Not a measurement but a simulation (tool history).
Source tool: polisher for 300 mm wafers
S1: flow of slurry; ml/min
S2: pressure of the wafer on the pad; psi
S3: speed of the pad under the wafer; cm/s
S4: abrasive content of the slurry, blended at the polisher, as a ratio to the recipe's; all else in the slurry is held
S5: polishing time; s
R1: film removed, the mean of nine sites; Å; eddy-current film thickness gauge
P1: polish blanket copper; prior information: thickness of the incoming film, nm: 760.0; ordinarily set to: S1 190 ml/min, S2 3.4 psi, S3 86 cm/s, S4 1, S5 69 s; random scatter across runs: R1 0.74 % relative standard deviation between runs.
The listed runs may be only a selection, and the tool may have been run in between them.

{"run": 1, "hour": 4.5, "S1": 190, "S2": 3.4, "S3": 86, "S4": 1, "S5": 69, "R1": 2436.2}
{"run": 2, "hour": 9.9, "S1": 190, "S2": 3.4, "S3": 86, "S4": 1, "S5": 69, "R1": 2431.4}
{"hour": 13.1, "done": "slurry blender recalibrated"}
{"run": 3, "hour": 14.4, "S1": 235, "S2": 3.4, "S3": 86, "S4": 1, "S5": 69, "R1": 2500.3}
{"run": 4, "hour": 18.8, "S1": 190, "S2": 3.4, "S3": 132, "S4": 1, "S5": 69, "R1": 3749.3}
{"run": 5, "hour": 22.1, "S1": 190, "S2": 3.4, "S3": 42, "S4": 1, "S5": 69, "R1": 1187.7}
{"run": 6, "hour": 26.1, "S1": 120, "S2": 4.6, "S3": 86, "S4": 1, "S5": 69, "R1": 3061.6}
{"run": 7, "hour": 30.7, "S1": 190, "S2": 3.4, "S3": 86, "S4": 1, "S5": 48, "R1": 1683.4}
{"run": 8, "hour": 33.7, "S1": 190, "S2": 3.4, "S3": 86, "S4": 1, "S5": 91, "R1": 3157.5}
{"run": 9, "hour": 39.3, "S1": 190, "S2": 3.4, "S3": 86, "S4": 1, "S5": 69, "R1": 2430.2}
{"run": 10, "hour": 41.9, "S1": 115, "S2": 3.4, "S3": 86, "S4": 1, "S5": 69, "R1": 2248.9}
{"run": 11, "hour": 46.1, "S1": 190, "S2": 5.3, "S3": 124, "S4": 1, "S5": 69, "R1": 5455.5}
{"run": 12, "hour": 50.9, "S1": 190, "S2": 3.4, "S3": 86, "S4": 0.6, "S5": 69, "R1": 2189.3}
{"run": 13, "hour": 54.8, "S1": 190, "S2": 1.5, "S3": 86, "S4": 1, "S5": 69, "R1": 1090.5}
{"run": 14, "hour": 58.3, "S1": 190, "S2": 3.4, "S3": 86, "S4": 1, "S5": 69, "R1": 2433}
{"hour": 59.6, "done": "head pressure recalibrated"}
{"run": 15, "hour": 63.3, "S1": 190, "S2": 3.4, "S3": 86, "S4": 1, "S5": 69, "R1": 2436.7}
{"run": 16, "hour": 68.5, "S1": 190, "S2": 3.4, "S3": 86, "S4": 1.45, "S5": 69, "R1": 2592}
{"run": 17, "hour": 72.0, "S1": 190, "S2": 3.4, "S3": 86, "S4": 1, "S5": 69, "R1": 2458.9}
{"run": 18, "hour": 75.3, "S1": 190, "S2": 4.9, "S3": 86, "S4": 1, "S5": 69, "R1": 3516.2}

What does the tool deliver on the next run?
{"run": 19, "hour": 79.1, "S1": 190, "S2": 3.4, "S3": 86, "S4": 1, "S5": 69, "R1": "?"}

R1: 2424.1 Å
